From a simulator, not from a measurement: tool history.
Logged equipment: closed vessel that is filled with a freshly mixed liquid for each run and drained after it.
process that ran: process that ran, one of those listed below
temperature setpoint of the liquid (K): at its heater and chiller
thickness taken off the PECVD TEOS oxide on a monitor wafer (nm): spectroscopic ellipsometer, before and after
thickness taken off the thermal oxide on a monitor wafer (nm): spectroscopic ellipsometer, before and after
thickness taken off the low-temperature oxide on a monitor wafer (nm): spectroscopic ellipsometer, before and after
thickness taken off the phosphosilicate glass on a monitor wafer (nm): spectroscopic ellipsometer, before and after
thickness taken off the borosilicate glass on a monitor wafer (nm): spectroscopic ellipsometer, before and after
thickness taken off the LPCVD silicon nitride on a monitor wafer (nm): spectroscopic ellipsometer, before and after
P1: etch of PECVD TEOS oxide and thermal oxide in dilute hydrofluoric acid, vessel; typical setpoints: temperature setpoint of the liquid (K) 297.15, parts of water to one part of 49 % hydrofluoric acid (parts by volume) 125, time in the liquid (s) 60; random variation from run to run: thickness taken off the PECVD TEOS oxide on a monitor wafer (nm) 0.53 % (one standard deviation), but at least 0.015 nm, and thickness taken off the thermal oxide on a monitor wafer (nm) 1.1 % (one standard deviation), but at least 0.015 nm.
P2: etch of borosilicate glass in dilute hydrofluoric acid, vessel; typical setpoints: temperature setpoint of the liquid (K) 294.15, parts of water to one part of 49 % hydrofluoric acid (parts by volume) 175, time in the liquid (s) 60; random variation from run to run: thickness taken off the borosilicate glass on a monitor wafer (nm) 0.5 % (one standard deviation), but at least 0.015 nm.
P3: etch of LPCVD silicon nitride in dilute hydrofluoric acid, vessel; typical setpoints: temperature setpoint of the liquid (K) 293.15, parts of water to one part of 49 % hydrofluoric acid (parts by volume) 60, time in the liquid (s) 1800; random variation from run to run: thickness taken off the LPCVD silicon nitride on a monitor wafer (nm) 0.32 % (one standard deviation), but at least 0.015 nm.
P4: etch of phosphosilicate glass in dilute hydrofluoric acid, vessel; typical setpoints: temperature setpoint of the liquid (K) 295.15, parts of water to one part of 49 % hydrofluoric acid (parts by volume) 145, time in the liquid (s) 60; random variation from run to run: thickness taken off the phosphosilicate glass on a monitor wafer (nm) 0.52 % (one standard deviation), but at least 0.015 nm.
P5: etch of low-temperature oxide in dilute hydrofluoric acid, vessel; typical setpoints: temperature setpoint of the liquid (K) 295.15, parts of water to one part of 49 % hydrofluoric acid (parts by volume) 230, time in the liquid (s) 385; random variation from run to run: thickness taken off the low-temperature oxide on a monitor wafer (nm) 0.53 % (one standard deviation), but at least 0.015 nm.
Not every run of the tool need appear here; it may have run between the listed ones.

run   hour  process that ran  temperature setpoint of the liquid (K)  parts of water to one part of 49 % hydrofluoric acid (parts by volume)  time in the liquid (s)  hours since the thermometer was replaced  hours since the hydrofluoric acid flow meter was replaced  thickness taken off the PECVD TEOS oxide on a monitor wafer (nm)  thickness taken off the thermal oxide on a monitor wafer (nm)  thickness taken off the low-temperature oxide on a monitor wafer (nm)  thickness taken off the phosphosilicate glass on a monitor wafer (nm)  thickness taken off the borosilicate glass on a monitor wafer (nm)  thickness taken off the LPCVD silicon nitride on a monitor wafer (nm)
  1    4.0                P1                                  297.15                                                                     125                      60                                     587.7                                                      191.5                                                            9.9834                                                        2.09960
  2    8.0                P1                                  297.15                                                                     125                      60                                     591.7                                                      195.5                                                           10.0590                                                        2.13440
  3   13.9                P5                                  295.15                                                                     110                     385                                     597.6                                                      201.4                                                                                                                                                                                                  86.732
  4   18.7                P5                                  295.15                                                                     230                     385                                     602.4                                                      206.2                                                                                                                                                                                                  36.417
  5   23.3                P1                                  297.15                                                                      75                      60                                     607.0                                                      210.8                                                           17.8110                                                        3.68940
  6   27.8                P1                                  297.15                                                                     125                      30                                     611.5                                                      215.3                                                            5.0073                                                        1.06300
  7   33.7                P4                                  295.15                                                                     145                      30                                     617.4                                                      221.2                                                                                                                                                                                                                                                                         25.904
  8   37.0                P1                                  297.15                                                                     180                      30                                     620.7                                                      224.5                                                            3.2642                                                        0.69146
  9   42.2                P2                                  294.15                                                                     310                      60                                     625.9                                                      229.7                                                                                                                                                                                                                                                                                                                                             3.6421
 10   47.2                P1                                  297.15                                                                     125                      60                                     630.9                                                      234.7                                                           10.1020                                                        2.11720
 11   49.8                P4                                  302.65                                                                     145                      60                                     633.5                                                      237.3                                                                                                                                                                                                                                                                         68.422
 12   55.2                P3                                  293.15                                                                      60                    1800                                     638.9                                                      242.7                                                                                                                                                                                                                                                                                                                                                                                                                   10.9340
 13   60.5                P1                                  303.15                                                                     125                      60                                     644.2                                                      248.0                                                           12.6300                                                        2.69950
 14   66.2                P3                                  293.15                                                                      60                    2895                                     649.9                                                      253.7                                                                                                                                                                                                                                                                                                                                                                                                                   17.5420
 15   70.5                P4                                  295.15                                                                     145                      60                                     654.2                                                      258.0                                                                                                                                                                                                                                                                         51.368
 16   75.9                P1                                  297.15                                                                     170                      60                                     659.6                                                      263.4                                                            6.9731                                                        1.44050
 17   79.6                P2                                  294.15                                                                     175                      60                                     663.3                                                      267.1                                                                                                                                                                                                                                                                                                                                             7.3379
 18   83.4                P1                                  297.15                                                                     125                      60                                     667.1                                                      270.9                                                           10.0260                                                        2.13340
 19   87.0                P5                                  300.65                                                                     230                     385                                     670.7                                                      274.5                                                                                                                                                                                                  44.415
      90.5  -- thermometer replaced
 20   91.3                P4                                  295.15                                                                     145                      60                                       0.8                                                      278.8                                                                                                                                                                                                                                                                         51.663
 21   95.8                P1                                  297.15                                                                     125                      60                                       5.3                                                      283.3                                                            9.9932                                                        2.07080
 22   99.9                P4                                  295.15                                                                     230                      60                                       9.4                                                      287.4                                                                                                                                                                                                                                                                         29.678
 23  103.9                P3                                  293.15                                                                     100                    1800                                      13.4                                                      291.4                                                                                                                                                                                                                                                                                                                                                                                                                    6.6465
 24  109.6                P2                                  298.65                                                                     175                      60                                      19.1                                                      297.1                                                                                                                                                                                                                                                                                                                                             8.6799
 25  112.8                P3                                  290.15                                                                      60                    1800                                      22.3                                                      300.3                                                                                                                                                                                                                                                                                                                                                                                                                    8.8461
     116.9  -- hydrofluoric acid flow meter replaced
 26  118.4                P1                                  297.15                                                                     125                     115                                      27.9                                                        1.6                                                           19.3240                                                        3.97790
 27  122.1                P1                                  297.15                                                                     185                     115                                      31.6                                                        5.3                                                           12.1200                                                        2.61060
 28  127.3                P5                                  295.15                                                                     230                     705                                      36.8                                                       10.5                                                                                                                                                                                                  66.987
 29  130.4                P1                                  290.15                                                                     125                      60                                      39.9                                                       13.6                                                            7.5156                                                        1.58000
 30  135.3                P1                                  290.15                                                                     125                     110                                      44.8                                                       18.5                                                           13.7600                                                        2.96870
 31  138.8                P2                                  294.15                                                                     175                      30                                      48.3                                                       22.0                                                                                                                                                                                                                                                                                                                                             3.6716
 32  142.5                P5                                  295.15                                                                     230                     385                                      52.0                                                       25.7                                                                                                                                                                                                  36.108
 33  148.3                P1                                  297.15                                                                     125                      60                                      57.8                                                       31.5                                                           10.0730                                                        2.08990
 34  153.6                P1                                  297.15                                                                     125                      60                                      63.1                                                       36.8                                                            9.6536                                                        2.01600
 35  156.3                P1                                  297.15                                                                     125                      60                                      65.8                                                       39.5                                                            9.5816                                                        2.01110
 36  160.7                P1                                  297.15                                                                     125                      60                                      70.2                                                       43.9                                                            9.4586                                                        1.97080
 37  166.1                P1                                  297.15                                                                     125                      60                                      75.6                                                       49.3                                                            9.2603                                                        1.96640
 38  171.4                P1                                  297.15                                                                     125                      60                                      80.9                                                       54.6                                                            9.2326                                                        1.95390
 39  175.4                P1                                  297.15                                                                     125                      60                                      84.9                                                       58.6                                                            9.1751                                                        1.93620
 40  179.3                P1                                  297.15                                                                     125                      60                                      88.8                                                       62.5                                                            9.1947                                                        1.95910
 41  185.2                P1                                  297.15                                                                     125                      60                                      94.7                                                       68.4                                                            9.1452                                                        1.94260
 42  190.8                P1                                  297.15                                                                     125                      60                                     100.3                                                       74.0                                                            9.1571                                                        1.93200
 43  194.6                P1                                  297.15                                                                     125                      60                                     104.1                                                       77.8                                                            9.1177                                                        1.91470

The output of P1 has drifted from where it used to be. Each of the 2 causes below, taken at the size shown beside it, accounts for the log equally well:
A: liquid colder than its thermometer reads (K) = 2.22
B: hydrofluoric acid flow below the setpoint (%) = 7.28
The onset of the drift is placed at about hour 148.3.

The check runs listed below each take one wafer, and their results are still question marks. Under which run would the listed causes lead to clearly different results?
check 1  198.4                P5                                  295.15                                                                     230                     385                                                                                                                                                                                                                                                                                                            ?
check 2  198.4                P2                                  294.15                                                                     175                      60                                                                                                                                                                                                                                                                                                                                                                                                                                                       ?
check 3  198.4                P4                                  295.15                                                                     145                      60                                                                                                                                                                                                                                                                                                                                                                                   ?
check 4  198.4                P3                                  293.15                                                                      60                    1800                                                                                                                                                                                                                                                                                                                                                                                                                                                                                                                              ?

Expected result of each check under each candidate cause:
  check                                                                 result    if A     if B
check 1  thickness taken off the low-temperature oxide on a monitor wafer (nm)  33.481   33.148
check 2     thickness taken off the borosilicate glass on a monitor wafer (nm)  6.7153   6.6982
check 3  thickness taken off the phosphosilicate glass on a monitor wafer (nm)  47.267   47.262
check 4  thickness taken off the LPCVD silicon nitride on a monitor wafer (nm)  9.3232  10.1120
Minimum pairwise separation of causes per check, each pair taken at its best-separating result: check 1 1 %; check 2 0.26 %; check 3 0.01 %; check 4 8.12 %
Check 4 distinguishes between the causes, while the remaining checks would return nearly the same result for all of them.

Check 4 has now been run. It gave: thickness taken off the LPCVD silicon nitride on a monitor wafer (nm) 9.2846. Which of the candidate causes is it?

The correct cause is A, namely: liquid colder than its thermometer reads (K).
